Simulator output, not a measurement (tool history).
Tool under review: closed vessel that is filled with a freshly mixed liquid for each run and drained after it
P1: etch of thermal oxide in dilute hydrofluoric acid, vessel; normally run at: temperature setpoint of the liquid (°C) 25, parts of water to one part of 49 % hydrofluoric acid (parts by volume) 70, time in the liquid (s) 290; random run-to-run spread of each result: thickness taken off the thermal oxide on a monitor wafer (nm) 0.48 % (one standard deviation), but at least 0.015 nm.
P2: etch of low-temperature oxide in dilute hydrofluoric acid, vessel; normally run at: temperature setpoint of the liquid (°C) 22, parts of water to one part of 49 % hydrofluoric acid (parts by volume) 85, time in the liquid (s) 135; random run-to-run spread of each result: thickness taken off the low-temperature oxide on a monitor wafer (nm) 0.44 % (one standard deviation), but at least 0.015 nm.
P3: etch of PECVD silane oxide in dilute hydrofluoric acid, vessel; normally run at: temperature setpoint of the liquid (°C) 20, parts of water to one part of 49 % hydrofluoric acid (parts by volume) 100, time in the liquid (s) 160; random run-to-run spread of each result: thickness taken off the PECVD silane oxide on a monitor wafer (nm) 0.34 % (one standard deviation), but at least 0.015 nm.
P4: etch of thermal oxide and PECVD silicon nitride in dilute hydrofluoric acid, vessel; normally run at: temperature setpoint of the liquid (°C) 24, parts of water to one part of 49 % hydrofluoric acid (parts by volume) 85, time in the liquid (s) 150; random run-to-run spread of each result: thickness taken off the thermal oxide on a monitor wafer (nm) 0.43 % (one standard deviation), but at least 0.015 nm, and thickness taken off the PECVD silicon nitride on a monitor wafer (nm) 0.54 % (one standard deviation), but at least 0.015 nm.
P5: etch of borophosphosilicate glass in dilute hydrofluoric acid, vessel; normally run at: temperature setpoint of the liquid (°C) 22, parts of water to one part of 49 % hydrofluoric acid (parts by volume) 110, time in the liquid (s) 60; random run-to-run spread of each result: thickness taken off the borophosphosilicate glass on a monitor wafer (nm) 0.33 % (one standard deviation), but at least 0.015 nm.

run	hour	process that ran	temperature setpoint of the liquid (°C)	parts of water to one part of 49 % hydrofluoric acid (parts by volume)	time in the liquid (s)	hours since the thermometer was replaced	hours since the hydrofluoric acid flow meter was replaced	thickness taken off the thermal oxide on a monitor wafer (nm)	thickness taken off the PECVD silicon nitride on a monitor wafer (nm)	thickness taken off the PECVD silane oxide on a monitor wafer (nm)	thickness taken off the borophosphosilicate glass on a monitor wafer (nm)	thickness taken off the low-temperature oxide on a monitor wafer (nm)
1	11.4	P1	25	70	290	186.5	539.3	20.713				
2	20	P4	24	85	30	195.1	547.9	1.6327	0.97925			
3	31.8	P1	25	25	410	206.9	559.7	87.343				
4	45.2	P1	25	45	290	220.3	573.1	33.446				
5	62.6	P1	25	70	70	237.7	590.5	5.0376				
6	74.5	P3	20	100	160	249.6	602.4			53.063		
7	87.3	P5	22	50	60	262.4	615.2				43.119	
8	95.5	P5	29	110	60	270.6	623.4				24.107	
9	106.5	P1	25	95	95	281.6	634.4	4.8268				
10	120.9	P2	22	85	195	296	648.8					41.257
11	131.3	P1	25	70	290	306.4	659.2	20.668				
12	139.7	P1	21	70	290	314.8	667.6	17.699				
13	150.6	P2	29.5	85	135	325.7	678.5					38.267
14	159.4	P2	22	85	135	334.5	687.3					28.412
15	169.8	P4	24	85	150	344.9	697.7	8.3076	4.7394			
16	180.9	P3	20	100	315	356	708.8			104.93		
17	189.6	P1	25	70	445	364.7	717.5	31.469				
18	205	P1	17.5	70	480	380.1	732.9	25.409				
19	220.7	P5	22	110	90	395.8	748.6				27.371	
20	232.3	P4	20.5	85	150	407.4	760.2	7.1327	3.8139			
21	243.7	P3	20	180	160	418.8	771.6			27.201		
22	255.6	P1	25	115	290	430.7	783.5	12.022				
23	272.8	P2	22	20	135	447.9	800.7					131.56
24	282.9	P5	22	110	60	458	810.8				18.249	
25	297.6	P1	25	70	290	472.7	825.5	20.878				
26	312.8	P3	28.5	100	160	487.9	840.7			74.561		
27	322.3	P4	24	85	150	497.4	850.2	8.2182	4.7837			
28	333.2	P1	30	70	290	508.3	861.1	25.271				
29	349.6	P4	24	35	150	524.7	877.5	21.193	11.475			
30	365.6	P1	25	70	290	540.7	893.5	20.828				
31	375.3	P1	25	70	290	550.4	903.2	20.651				
32	387.8	P1	25	70	290	562.9	915.7	21.408				
33	399.4	P1	25	70	290	574.5	927.3	21.623				
34	409.7	P1	25	70	290	584.8	937.6	21.819				
35	424	P1	25	70	290	599.1	951.9	22.09				

Run 36 comes next. What will it give?
36	438.9	P1	25	70	290	614	966.8	?				

Run 36 measured thickness taken off the thermal oxide on a monitor wafer (nm) 21.977.
